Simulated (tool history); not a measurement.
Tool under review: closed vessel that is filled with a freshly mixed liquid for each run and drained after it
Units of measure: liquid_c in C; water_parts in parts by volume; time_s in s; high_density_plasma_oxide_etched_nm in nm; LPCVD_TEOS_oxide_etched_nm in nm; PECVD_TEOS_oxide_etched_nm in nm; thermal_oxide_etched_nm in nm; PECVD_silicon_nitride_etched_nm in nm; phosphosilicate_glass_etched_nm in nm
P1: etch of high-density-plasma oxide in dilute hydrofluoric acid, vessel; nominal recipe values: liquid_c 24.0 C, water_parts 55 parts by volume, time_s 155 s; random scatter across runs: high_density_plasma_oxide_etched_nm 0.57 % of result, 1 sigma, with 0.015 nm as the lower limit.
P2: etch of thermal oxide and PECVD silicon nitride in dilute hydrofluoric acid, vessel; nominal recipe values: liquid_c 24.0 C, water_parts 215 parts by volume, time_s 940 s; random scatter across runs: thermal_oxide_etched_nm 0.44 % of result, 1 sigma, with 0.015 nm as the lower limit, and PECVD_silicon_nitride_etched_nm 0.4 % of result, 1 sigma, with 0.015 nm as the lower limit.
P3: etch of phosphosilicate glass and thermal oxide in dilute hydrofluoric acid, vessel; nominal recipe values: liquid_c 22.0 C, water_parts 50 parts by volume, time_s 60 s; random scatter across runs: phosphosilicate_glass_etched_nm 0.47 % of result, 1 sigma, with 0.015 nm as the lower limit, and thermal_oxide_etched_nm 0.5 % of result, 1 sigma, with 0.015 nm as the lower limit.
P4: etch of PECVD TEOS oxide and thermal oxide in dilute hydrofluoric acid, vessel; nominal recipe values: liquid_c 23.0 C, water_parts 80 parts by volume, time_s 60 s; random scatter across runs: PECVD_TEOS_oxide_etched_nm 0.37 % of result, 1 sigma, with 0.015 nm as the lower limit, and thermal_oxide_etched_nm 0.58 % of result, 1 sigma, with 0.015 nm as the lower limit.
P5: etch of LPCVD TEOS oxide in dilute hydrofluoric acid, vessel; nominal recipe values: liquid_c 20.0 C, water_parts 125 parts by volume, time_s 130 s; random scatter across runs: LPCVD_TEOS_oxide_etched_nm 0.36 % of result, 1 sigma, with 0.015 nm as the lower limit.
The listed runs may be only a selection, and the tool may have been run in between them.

| run | hour | process | liquid_c | water_parts | time_s | hours since the thermometer was replaced | hours since the hydrofluoric acid flow meter was replaced | high_density_plasma_oxide_etched_nm | LPCVD_TEOS_oxide_etched_nm | PECVD_TEOS_oxide_etched_nm | thermal_oxide_etched_nm | PECVD_silicon_nitride_etched_nm | phosphosilicate_glass_etched_nm |
|---|---|---|---|---|---|---|---|---|---|---|---|---|---|
| 1 | 2.8 | P1 | 24.0 | 55 | 155 | 1164.6 | 389.3 | 26.3410 |  |  |  |  |  |
| 2 | 8.1 | P5 | 20.0 | 55 | 130 | 1169.9 | 394.6 |  | 115.510 |  |  |  |  |
| 3 | 11.4 | P5 | 20.0 | 125 | 130 | 1173.2 | 397.9 |  | 46.739 |  |  |  |  |
| 4 | 16.3 | P4 | 23.0 | 80 | 60 | 1178.1 | 402.8 |  |  | 14.135 | 3.4957 |  |  |
| 5 | 19.9 | P1 | 24.0 | 55 | 155 | 1181.7 | 406.4 | 26.3300 |  |  |  |  |  |
| 6 | 25.7 | P1 | 24.0 | 55 | 155 | 1187.5 | 412.2 | 25.9170 |  |  |  |  |  |
| 7 | 30.1 | P2 | 29.5 | 215 | 940 | 1191.9 | 416.6 |  |  |  | 22.8450 | 10.4300 |  |
| 8 | 35.6 | P1 | 24.0 | 30 | 155 | 1197.4 | 422.1 | 49.7160 |  |  |  |  |  |
| 9 | 40.8 | P1 | 24.0 | 55 | 155 | 1202.6 | 427.3 | 26.3320 |  |  |  |  |  |
| 10 | 45.2 | P3 | 22.0 | 50 | 60 | 1207.0 | 431.7 |  |  |  | 5.3082 |  | 132.200 |
| 11 | 49.5 | P1 | 24.0 | 55 | 300 | 1211.3 | 436.0 | 50.5560 |  |  |  |  |  |
| 12 | 53.6 | P2 | 24.0 | 215 | 345 | 1215.4 | 440.1 |  |  |  | 7.0172 | 2.7418 |  |
| 13 | 57.1 | P1 | 24.0 | 90 | 155 | 1218.9 | 443.6 | 15.3980 |  |  |  |  |  |
| 14 | 60.6 | P2 | 24.0 | 215 | 940 | 1222.4 | 447.1 |  |  |  | 18.9730 | 7.4127 |  |
| 15 | 65.3 | P4 | 17.0 | 80 | 60 | 1227.1 | 451.8 |  |  | 10.954 | 2.6878 |  |  |
| 16 | 69.3 | P1 | 24.0 | 55 | 155 | 1231.1 | 455.8 | 26.6020 |  |  |  |  |  |
| 17 | 72.9 | P1 | 32.0 | 55 | 155 | 1234.7 | 459.4 | 35.9430 |  |  |  |  |  |
| 18 | 75.5 | P5 | 20.0 | 125 | 220 | 1237.3 | 462.0 |  | 79.583 |  |  |  |  |
| 19 | 80.9 | P1 | 24.0 | 55 | 30 | 1242.7 | 467.4 | 5.0945 |  |  |  |  |  |
| 20 | 85.1 | P5 | 20.0 | 125 | 130 | 1246.9 | 471.6 |  | 46.945 |  |  |  |  |
| 21 | 90.6 | P1 | 17.5 | 55 | 155 | 1252.4 | 477.1 | 19.9460 |  |  |  |  |  |
| 22 | 93.3 | P4 | 23.0 | 80 | 60 | 1255.1 | 479.8 |  |  | 14.144 | 3.4487 |  |  |
| 23 | 98.8 | P5 | 17.0 | 125 | 130 | 1260.6 | 485.3 |  | 41.463 |  |  |  |  |
| 24 | 102.0 | P1 | 24.0 | 55 | 155 | 1263.8 | 488.5 | 26.2120 |  |  |  |  |  |
| 25 | 105.8 | P1 | 24.0 | 55 | 155 | 1267.6 | 492.3 | 26.3880 |  |  |  |  |  |
| 26 | 109.2 | P3 | 22.0 | 20 | 60 | 1271.0 | 495.7 |  |  |  | 13.7970 |  | 346.440 |
| 27 | 112.8 | P2 | 24.0 | 215 | 940 | 1274.6 | 499.3 |  |  |  | 18.8530 | 7.4118 |  |
| 28 | 118.0 | P4 | 23.0 | 80 | 115 | 1279.8 | 504.5 |  |  | 26.961 | 6.6081 |  |  |
| 29 | 122.2 | P1 | 24.0 | 85 | 280 | 1284.0 | 508.7 | 29.3950 |  |  |  |  |  |
| 30 | 125.1 | P3 | 17.0 | 50 | 60 | 1286.9 | 511.6 |  |  |  | 4.3038 |  | 107.540 |
| 31 | 129.4 | P3 | 22.0 | 50 | 30 | 1291.2 | 515.9 |  |  |  | 2.6462 |  | 66.234 |
| 32 | 133.5 | P4 | 23.0 | 45 | 60 | 1295.3 | 520.0 |  |  | 26.121 | 6.5163 |  |  |
| 33 | 138.5 | P2 | 24.0 | 55 | 940 | 1300.3 | 525.0 |  |  |  | 89.5720 | 28.4680 |  |
| 34 | 141.6 | P1 | 24.0 | 55 | 155 | 1303.4 | 528.1 | 26.3960 |  |  |  |  |  |
| 35 | 145.8 | P1 | 24.0 | 55 | 155 | 1307.6 | 532.3 | 25.4330 |  |  |  |  |  |
| 36 | 151.2 | P1 | 24.0 | 55 | 155 | 1313.0 | 537.7 | 25.1920 |  |  |  |  |  |
| 37 | 154.0 | P1 | 24.0 | 55 | 155 | 1315.8 | 540.5 | 24.8800 |  |  |  |  |  |
| 38 | 157.6 | P1 | 24.0 | 55 | 155 | 1319.4 | 544.1 | 25.0600 |  |  |  |  |  |
| 39 | 163.1 | P1 | 24.0 | 55 | 155 | 1324.9 | 549.6 | 24.3840 |  |  |  |  |  |
| 40 | 166.3 | P1 | 24.0 | 55 | 155 | 1328.1 | 552.8 | 24.8090 |  |  |  |  |  |

P1 no longer gives what it gave before; its output has crept away from where it was. The following 2 causes, each at its listed size, fit the log equally well:
A: hydrofluoric acid flow below the setpoint (%) = 5.46
B: liquid colder than its thermometer reads (K) = 1.47
Onset of the creep was near hour 141.6.

Each of the 4 check runs below uses one wafer; its results are left as question marks. Which run tells the causes apart?
| check 1 | 169.5 | P3 | 22.0 | 50 | 60 |  |  |  |  |  | ? |  | ? |
| check 2 | 169.5 | P4 | 23.0 | 80 | 60 |  |  |  |  | ? | ? |  |  |
| check 3 | 169.5 | P5 | 20.0 | 125 | 130 |  |  |  | ? |  |  |  |  |
| check 4 | 169.5 | P2 | 24.0 | 215 | 940 |  |  |  |  |  | ? | ? |  |

What each check would give under each cause:
| check | result | if A | if B |
|---|---|---|---|
| check 1 | thermal_oxide_etched_nm | 5.0107 | 5.0007 |
| check 1 | phosphosilicate_glass_etched_nm | 125.090 | 124.840 |
| check 2 | PECVD_TEOS_oxide_etched_nm | 13.238 | 13.262 |
| check 2 | thermal_oxide_etched_nm | 3.2555 | 3.2615 |
| check 3 | LPCVD_TEOS_oxide_etched_nm | 44.032 | 44.211 |
| check 4 | thermal_oxide_etched_nm | 17.6960 | 17.9630 |
| check 4 | PECVD_silicon_nitride_etched_nm | 7.0173 | 6.7592 |
Separation of the two closest causes in each check, using whichever result separates them best: check 1 0.2 %; check 2 0.18 %; check 3 0.41 %; check 4 3.75 %
Check 4 distinguishes between the causes, while the remaining checks would return nearly the same result for all of them.

Then check 4 was run and gave: thermal_oxide_etched_nm 17.9520 nm; PECVD_silicon_nitride_etched_nm 6.7069 nm. Which cause is it?

The correct cause is B, namely: liquid colder than its thermometer reads (K).
